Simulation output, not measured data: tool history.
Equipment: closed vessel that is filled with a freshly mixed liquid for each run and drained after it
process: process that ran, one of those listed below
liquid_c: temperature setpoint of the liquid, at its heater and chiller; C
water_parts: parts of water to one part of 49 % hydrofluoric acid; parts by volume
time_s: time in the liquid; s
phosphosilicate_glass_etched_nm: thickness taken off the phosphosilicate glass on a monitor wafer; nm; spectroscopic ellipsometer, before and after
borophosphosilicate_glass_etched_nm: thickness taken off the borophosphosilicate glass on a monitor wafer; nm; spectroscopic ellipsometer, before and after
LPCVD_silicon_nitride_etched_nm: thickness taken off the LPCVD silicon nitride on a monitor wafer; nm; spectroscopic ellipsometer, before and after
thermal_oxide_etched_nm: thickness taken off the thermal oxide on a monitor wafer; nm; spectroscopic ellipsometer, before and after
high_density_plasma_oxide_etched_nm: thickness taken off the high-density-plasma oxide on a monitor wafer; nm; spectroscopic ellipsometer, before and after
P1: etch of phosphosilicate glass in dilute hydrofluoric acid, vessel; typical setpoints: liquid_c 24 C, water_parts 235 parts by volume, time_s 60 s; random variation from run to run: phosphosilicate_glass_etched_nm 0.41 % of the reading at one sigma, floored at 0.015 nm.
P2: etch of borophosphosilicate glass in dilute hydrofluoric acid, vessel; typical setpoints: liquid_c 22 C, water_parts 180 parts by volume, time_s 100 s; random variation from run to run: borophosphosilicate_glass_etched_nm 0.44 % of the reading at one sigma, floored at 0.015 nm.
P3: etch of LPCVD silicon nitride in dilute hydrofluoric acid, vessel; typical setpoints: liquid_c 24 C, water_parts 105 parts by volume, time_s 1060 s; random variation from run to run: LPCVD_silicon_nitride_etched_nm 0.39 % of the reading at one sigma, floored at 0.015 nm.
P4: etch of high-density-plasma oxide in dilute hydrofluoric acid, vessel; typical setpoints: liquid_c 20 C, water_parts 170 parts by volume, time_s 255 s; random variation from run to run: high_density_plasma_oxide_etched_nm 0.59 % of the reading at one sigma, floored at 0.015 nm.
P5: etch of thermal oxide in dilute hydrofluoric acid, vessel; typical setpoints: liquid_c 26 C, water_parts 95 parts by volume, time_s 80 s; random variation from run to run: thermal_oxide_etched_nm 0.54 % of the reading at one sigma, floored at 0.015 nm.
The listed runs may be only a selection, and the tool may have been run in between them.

run	hour	process	liquid_c	water_parts	time_s	hours since the thermometer was replaced	hours since the hydrofluoric acid flow meter was replaced	phosphosilicate_glass_etched_nm	borophosphosilicate_glass_etched_nm	LPCVD_silicon_nitride_etched_nm	thermal_oxide_etched_nm	high_density_plasma_oxide_etched_nm
1	2.7	P1	24	235	60	1153.2	876.1	30.339				
2	6.5	P2	17	180	100	1157	879.9		10.856			
3	9.4	P3	24	105	1060	1159.9	882.8			5.4725		
4	13.1	P5	26	160	80	1163.6	886.5				2.3733	
5	17.5	P4	20	170	255	1168	890.9					6.0178
6	21.6	P1	29.5	235	60	1172.1	895	36.668				
7	24.9	P5	26	95	80	1175.4	898.3				4.345	
8	29.6	P4	20	170	255	1180.1	903					6.0736
9	32.1	P2	22	320	100	1182.6	905.5		6.4368			
10	35.3	P5	19	95	80	1185.8	908.7				3.2552	
11	40.4	P3	24	105	480	1190.9	913.8			2.5226		
12	43.2	P1	24	235	60	1193.7	916.6	30.172				
13	47.8	P4	20	275	255	1198.3	921.2					3.411
14	51.7	P4	20	170	110	1202.2	925.1					2.6102
15	56.6	P1	24	140	60	1207.1	930	56.546				
16	60.2	P1	31	335	60	1210.7	933.6	24.304				
17	63	P1	32	235	30	1213.5	936.4	19.832				
18	65.5	P3	24	145	1060	1216	938.9			3.9881		
19	68.6	P1	24	235	35	1219.1	942	17.656				
20	73	P4	17	170	255	1223.5	946.4					5.4562
21	77.9	P2	22	180	30	1228.4	951.3		3.9382			
22	82.2	P1	17	320	60	1232.7	955.6	15.89				
23	85.5	P3	20	105	1060	1236	958.9			4.2056		

Run 24 has not been measured yet. What should we expect?
24	90.1	P1	24	235	60	1240.6	963.5	?				

Run 24 measured phosphosilicate_glass_etched_nm 30.376 nm.

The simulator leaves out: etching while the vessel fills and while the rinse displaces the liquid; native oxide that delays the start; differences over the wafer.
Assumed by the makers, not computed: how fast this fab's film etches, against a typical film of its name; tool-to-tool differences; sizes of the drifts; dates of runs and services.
